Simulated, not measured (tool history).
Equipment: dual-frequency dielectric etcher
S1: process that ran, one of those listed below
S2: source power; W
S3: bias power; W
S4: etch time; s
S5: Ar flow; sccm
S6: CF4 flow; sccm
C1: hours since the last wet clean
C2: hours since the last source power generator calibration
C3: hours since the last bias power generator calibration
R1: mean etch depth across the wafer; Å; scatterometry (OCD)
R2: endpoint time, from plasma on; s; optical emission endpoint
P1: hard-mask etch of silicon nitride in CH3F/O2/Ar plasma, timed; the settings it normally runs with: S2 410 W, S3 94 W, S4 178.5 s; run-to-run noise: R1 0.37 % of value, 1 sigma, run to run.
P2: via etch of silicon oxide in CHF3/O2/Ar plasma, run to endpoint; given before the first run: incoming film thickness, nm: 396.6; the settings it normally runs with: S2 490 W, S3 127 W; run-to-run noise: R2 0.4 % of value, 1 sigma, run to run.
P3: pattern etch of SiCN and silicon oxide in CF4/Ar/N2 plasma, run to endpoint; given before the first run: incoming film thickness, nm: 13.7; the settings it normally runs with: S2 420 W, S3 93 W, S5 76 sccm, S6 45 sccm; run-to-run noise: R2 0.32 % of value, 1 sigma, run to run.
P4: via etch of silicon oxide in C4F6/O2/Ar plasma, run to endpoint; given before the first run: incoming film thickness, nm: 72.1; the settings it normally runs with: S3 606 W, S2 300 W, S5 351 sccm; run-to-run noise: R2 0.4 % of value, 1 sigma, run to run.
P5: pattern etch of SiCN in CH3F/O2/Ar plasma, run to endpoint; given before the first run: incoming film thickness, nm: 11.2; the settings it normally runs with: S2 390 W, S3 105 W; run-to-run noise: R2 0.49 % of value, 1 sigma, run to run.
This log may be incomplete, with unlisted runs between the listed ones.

run 1 hour=5.0 | S1=P1 S2=410 S3=94 S4=178.5 | C1=306.6 C2=1561.1 C3=335.7 | R1=1337.6
run 2 hour=7.8 | S1=P5 S2=230 S3=105 | C1=309.4 C2=1563.9 C3=338.5 | R2=31.576
run 3 hour=10.0 | S1=P1 S2=310 S3=94 S4=217.0 | C1=311.6 C2=1566.1 C3=340.7 | R1=1448.3
run 4 hour=14.8 | S1=P3 S2=560 S3=93 S5=76 S6=45 | C1=316.4 C2=1570.9 C3=345.5 | R2=12.531
run 5 hour=18.2 | S1=P1 S2=560 S3=94 S4=178.5 | C1=319.8 C2=1574.3 C3=348.9 | R1=1495.6
run 6 hour=22.8 | S1=P1 S2=410 S3=94 S4=178.5 | C1=324.4 C2=1578.9 C3=353.5 | R1=1327.2
run 7 hour=26.4 | S1=P1 S2=410 S3=94 S4=178.5 | C1=328.0 C2=1582.5 C3=357.1 | R1=1334.0
run 8 hour=30.3 | S1=P3 S2=420 S3=67 S5=76 S6=45 | C1=331.9 C2=1586.4 C3=361.0 | R2=18.192
run 9 hour=34.2 | S1=P4 S2=380 S3=606 S5=351 | C1=335.8 C2=1590.3 C3=364.9 | R2=15.376
run 10 hour=38.0 | S1=P1 S2=240 S3=94 S4=178.5 | C1=339.6 C2=1594.1 C3=368.7 | R1=1091.6
run 11 hour=40.3 | S1=P3 S2=420 S3=93 S5=76 S6=45 | C1=341.9 C2=1596.4 C3=371.0 | R2=16.146
run 12 hour=45.2 | S1=P2 S2=320 S3=127 | C1=346.8 C2=1601.3 C3=375.9 | R2=282.290
run 13 hour=49.4 | S1=P4 S2=300 S3=606 S5=421 | C1=351.0 C2=1605.5 C3=380.1 | R2=16.990
run 14 hour=52.9 | S1=P2 S2=490 S3=101 | C1=354.5 C2=1609.0 C3=383.6 | R2=255.540
run 15 hour=57.3 | S1=P5 S2=390 S3=105 | C1=358.9 C2=1613.4 C3=388.0 | R2=26.292
run 16 hour=61.9 | S1=P4 S2=300 S3=606 S5=351 | C1=363.5 C2=1618.0 C3=392.6 | R2=16.700
run 17 hour=65.4 | S1=P1 S2=410 S3=94 S4=261.5 | C1=367.0 C2=1621.5 C3=396.1 | R1=1949.6
run 18 hour=68.2 | S1=P3 S2=420 S3=93 S5=76 S6=45 | C1=369.8 C2=1624.3 C3=398.9 | R2=16.099
run 19 hour=71.2 | S1=P1 S2=410 S3=94 S4=178.5 | C1=372.8 C2=1627.3 C3=401.9 | R1=1328.4
run 20 hour=76.1 | S1=P1 S2=410 S3=94 S4=178.5 | C1=377.7 C2=1632.2 C3=406.8 | R1=1328.6
run 21 hour=80.1 | S1=P1 S2=550 S3=67 S4=178.5 | C1=381.7 C2=1636.2 C3=410.8 | R1=1324.5
run 22 hour=82.7 | S1=P1 S2=410 S3=70 S4=178.5 | C1=384.3 C2=1638.8 C3=413.4 | R1=1199.9
run 23 hour=87.3 | S1=P3 S2=420 S3=93 S5=76 S6=34 | C1=388.9 C2=1643.4 C3=418.0 | R2=16.768
run 24 hour=90.4 | S1=P1 S2=410 S3=94 S4=178.5 | C1=392.0 C2=1646.5 C3=421.1 | R1=1320.3
run 25 hour=93.0 | S1=P1 S2=410 S3=125 S4=178.5 | C1=394.6 C2=1649.1 C3=423.7 | R1=1480.0
run 26 hour=95.8 | S1=P4 S2=300 S3=415 S5=351 | C1=397.4 C2=1651.9 C3=426.5 | R2=19.343
run 27 hour=99.3 | S1=P5 S2=390 S3=83 | C1=400.9 C2=1655.4 C3=430.0 | R2=28.590
run 28 hour=103.8 | S1=P1 S2=410 S3=94 S4=140.0 | C1=405.4 C2=1659.9 C3=434.5 | R1=1041.8
run 29 hour=107.8 | S1=P3 S2=420 S3=93 S5=92 S6=45 | C1=409.4 C2=1663.9 C3=438.5 | R2=16.611
run 30 hour=110.3 | S1=P2 S2=490 S3=127 | C1=411.9 C2=1666.4 C3=441.0 | R2=238.230
run 31 hour=114.2 | S1=P1 S2=410 S3=94 S4=178.5 | C1=415.8 C2=1670.3 C3=444.9 | R1=1335.7
run 32 hour=118.5 | S1=P1 S2=410 S3=94 S4=178.5 | C1=420.1 C2=1674.6 C3=449.2 | R1=1333.8
run 33 hour=123.5 | S1=P1 S2=410 S3=94 S4=178.5 | C1=425.1 C2=1679.6 C3=454.2 | R1=1327.7

Expected results for the next run?
run 34 hour=126.9 | S1=P1 S2=410 S3=94 S4=178.5 | C1=428.5 C2=1683.0 C3=457.6 | R1=?

{"run 34": {"R1": 1312.0}}
